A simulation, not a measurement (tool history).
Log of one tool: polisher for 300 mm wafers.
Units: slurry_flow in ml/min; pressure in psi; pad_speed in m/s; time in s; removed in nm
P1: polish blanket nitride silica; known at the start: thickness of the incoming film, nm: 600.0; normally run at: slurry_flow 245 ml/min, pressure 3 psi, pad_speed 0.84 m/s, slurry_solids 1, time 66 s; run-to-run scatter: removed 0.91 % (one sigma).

| run | day | slurry_flow | pressure | pad_speed | slurry_solids | time | wafers polished on this pad | hours since the slurry nozzle was cleaned | hours since the head pressure was calibrated | hours since the slurry blender was calibrated | hours since the conditioning disc was replaced | removed |
|---|---|---|---|---|---|---|---|---|---|---|---|---|
| 1 | 0.308 | 245 | 3 | 0.84 | 1 | 66 | 336 | 106.6 | 393.4 | 341.3 | 157 | 35.378 |
| 2 | 0.725 | 245 | 3 | 0.84 | 1 | 40 | 421 | 116.6 | 403.4 | 351.3 | 167 | 21.758 |
| 3 | 1.333 | 245 | 3 | 1.32 | 1 | 66 | 544 | 131.2 | 418 | 365.9 | 181.6 | 50.87 |
| 4 | 1.758 | 145 | 3 | 0.84 | 1 | 66 | 630 | 141.4 | 428.2 | 376.1 | 191.8 | 32.88 |
| 5 | 2.183 | 245 | 3 | 0.38 | 1 | 66 | 716 | 151.6 | 438.4 | 386.3 | 202 | 18.705 |
| 6 | 2.608 | 245 | 3 | 0.84 | 1 | 66 | 802 | 161.8 | 448.6 | 396.5 | 212.2 | 35.716 |
| 7 | 3.183 | 325 | 3 | 0.84 | 0.8 | 66 | 919 | 175.6 | 462.4 | 410.3 | 226 | 32.586 |
| 8 | 3.521 | 245 | 1.5 | 0.84 | 1 | 66 | 987 | 183.7 | 470.5 | 418.4 | 234.1 | 17.719 |
| 9 | 4.125 | 245 | 3 | 0.84 | 1 | 66 | 1110 | 198.2 | 485 | 432.9 | 248.6 | 35.933 |
| 10 | 4.583 | 245 | 3 | 0.84 | 0.55 | 66 | 1203 | 209.2 | 496 | 443.9 | 259.6 | 25.857 |
| 11 | 4.921 | 245 | 3 | 0.84 | 1.5 | 66 | 1271 | 217.3 | 504.1 | 452 | 267.7 | 41.894 |
| 12 | 5.462 | 245 | 3 | 0.84 | 1 | 66 | 1381 | 230.3 | 517.1 | 465 | 280.7 | 34.987 |
| 13 | 6.067 | 245 | 3 | 1.04 | 1 | 33 | 1503 | 244.8 | 531.6 | 479.5 | 295.2 | 20.951 |

Forecast run 14:
|  | 6.408 | slurry nozzle cleaned |
| 14 | 6.712 | 245 | 3 | 1.2 | 1 | 43 | 1634 | 7.4 | 547.1 | 495 | 310.7 | ? |

{"run 14": {"removed": 30.968}}

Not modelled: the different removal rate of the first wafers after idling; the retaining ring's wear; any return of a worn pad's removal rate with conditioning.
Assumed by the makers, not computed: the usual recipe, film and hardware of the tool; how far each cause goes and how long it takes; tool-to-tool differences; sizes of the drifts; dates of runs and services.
